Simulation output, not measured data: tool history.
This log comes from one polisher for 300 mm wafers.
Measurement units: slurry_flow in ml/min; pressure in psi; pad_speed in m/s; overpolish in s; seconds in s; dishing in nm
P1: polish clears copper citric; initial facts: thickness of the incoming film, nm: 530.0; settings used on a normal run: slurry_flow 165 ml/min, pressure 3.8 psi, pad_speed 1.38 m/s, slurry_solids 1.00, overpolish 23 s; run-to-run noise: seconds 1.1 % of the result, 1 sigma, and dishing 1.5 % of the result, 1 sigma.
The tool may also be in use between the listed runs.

run   hour  slurry_flow  pressure  pad_speed  slurry_solids  overpolish  wafers polished on this pad  hours since the slurry nozzle was cleaned  hours since the head pressure was calibrated  hours since the slurry blender was calibrated  seconds  dishing
  1    7.4          165       3.8       1.38           1.00          23                          755                                      396.4                                         442.7                                          111.7  127.110   12.403
  2   16.8          165       1.9       1.38           1.00          23                          797                                      405.8                                         452.1                                          121.1  250.100   11.416
  3   22.7          165       3.8       1.38           1.00          23                          824                                      411.7                                         458.0                                          127.0  126.360   12.198
  4   28.5          165       3.8       1.38           1.00          23                          850                                      417.5                                         463.8                                          132.8  125.430   12.090
  5   41.3          110       3.8       1.84           1.00          23                          907                                      430.3                                         476.6                                          145.6  105.220   12.179
      47.4  -- slurry blender recalibrated
  6   54.3          165       3.8       1.38           1.00          23                          965                                      443.3                                         489.6                                            6.9  126.650   12.484
  7   61.1          100       3.8       1.38           1.00          23                          995                                      450.1                                         496.4                                           13.7  139.580   12.407
  8   73.3          165       3.8       1.38           1.00           9                         1049                                      462.3                                         508.6                                           25.9  127.470   11.128
  9   85.6          165       3.8       2.18           1.00          23                         1104                                      474.6                                         520.9                                           38.2   81.081   12.393
 10   95.5          165       3.8       1.38           1.30          23                         1149                                      484.5                                         530.8                                           48.1  120.020   12.093
 11  106.8          165       5.4       1.38           1.00          23                         1199                                      495.8                                         542.1                                           59.4   89.829   12.250
 12  116.9          165       3.8       0.64           1.00          23                         1244                                      505.9                                         552.2                                           69.5  271.830   11.559
 13  129.9          165       3.8       1.38           1.00          23                         1302                                      518.9                                         565.2                                           82.5  127.480   12.151
 14  137.6          165       3.8       1.38           1.00          37                         1336                                      526.6                                         572.9                                           90.2  126.770   12.330
 15  144.5          225       3.8       1.38           1.00          23                         1367                                      533.5                                         579.8                                           97.1  119.900   12.296
 16  155.6          165       3.8       1.38           1.00          23                         1417                                      544.6                                         590.9                                          108.2  125.450   12.484
 17  162.1          165       5.0       1.38           1.40          23                         1446                                      551.1                                         597.4                                          114.7   89.744   12.454
 18  168.3          165       3.8       1.38           0.55          23                         1473                                      557.3                                         603.6                                          120.9  144.770   12.008
 19  176.9          165       3.8       1.38           1.00          23                         1512                                      565.9                                         612.2                                          129.5  126.140   12.132
 20  186.7          165       3.8       1.38           1.00          23                         1555                                      575.7                                         622.0                                          139.3  129.560   12.240
 21  195.4          165       3.8       1.38           1.00          23                         1594                                      584.4                                         630.7                                          148.0  130.830   12.187
 22  202.0          165       3.8       1.38           1.00          23                         1624                                      591.0                                         637.3                                          154.6  133.260   12.372
 23  211.1          165       3.8       1.38           1.00          23                         1664                                      600.1                                         646.4                                          163.7  137.150   12.580
     218.9  -- head pressure recalibrated
 24  218.9          165       3.8       1.38           1.00          23                         1699                                      607.9                                           0.0                                          171.5  131.830   12.300
     229.2  -- worn pad replaced by a new one
 25  229.5          165       3.8       1.38           1.00          23                            1                                      618.5                                          10.6                                          182.1  134.010   12.298
 26  240.2          165       3.8       1.38           1.00          23                           49                                      629.2                                          21.3                                          192.8  136.210   12.336
 27  246.3          165       3.8       1.38           1.00          23                           76                                      635.3                                          27.4                                          198.9  134.920   12.382
 28  257.5          165       3.8       1.38           1.00          23                          126                                      646.5                                          38.6                                          210.1  135.610   11.760

Something has made what P1 gives creep away from where it was; the 2 causes below, each at its own stated size, fit the log equally well:
A: abrasive missing from the slurry, % = 29
B: slurry flow missing at the pad, % = 31.4
The drift started at roughly hour 176.9.
Every other cause this tool's parts could produce, and why it does not fit the log:
removal rate lost through wear of the pad, %: maintenance at hour 229.2, after the shift began, did not return the process to its former output
head's pressure below its setpoint, %: maintenance at hour 218.9, after the shift began, did not return the process to its former output

Of the 4 check runs below, each run on 5 wafers with the results averaged and each result still a question mark, which one would tell the listed causes apart?
check 1  268.7          165       2.2       1.38           0.55          23                                                                                                                                                                             ?        ?
check 2  268.7          165       2.7       1.38           1.00          23                                                                                                                                                                             ?        ?
check 3  268.7          165       2.0       1.38           1.30          23                                                                                                                                                                             ?        ?
check 4  268.7          100       5.3       1.38           1.00          23                                                                                                                                                                             ?        ?

If the cause were each of the candidates in turn, the checks would give the following:
  check   result     if A     if B
check 1  seconds  261.620  263.010
check 1  dishing   11.507   11.497
check 2  seconds  190.280  190.250
check 2  dishing   11.986   11.986
check 3  seconds  241.530  240.940
check 3  dishing   11.606   11.610
check 4  seconds  108.290  112.690
check 4  dishing   12.357   12.354
How far apart the two closest causes lie, in the result that separates them most: check 1 0.53 %; check 2 0.01 %; check 3 0.25 %; check 4 3.99 %
Check 4 is the one run that separates the causes; every other check would come out nearly the same whichever cause is at work.

Here is what check 4 returned: seconds 112.870 s; dishing 12.413 nm. Which cause is it?

The correct cause is B, namely: slurry flow missing at the pad, %.

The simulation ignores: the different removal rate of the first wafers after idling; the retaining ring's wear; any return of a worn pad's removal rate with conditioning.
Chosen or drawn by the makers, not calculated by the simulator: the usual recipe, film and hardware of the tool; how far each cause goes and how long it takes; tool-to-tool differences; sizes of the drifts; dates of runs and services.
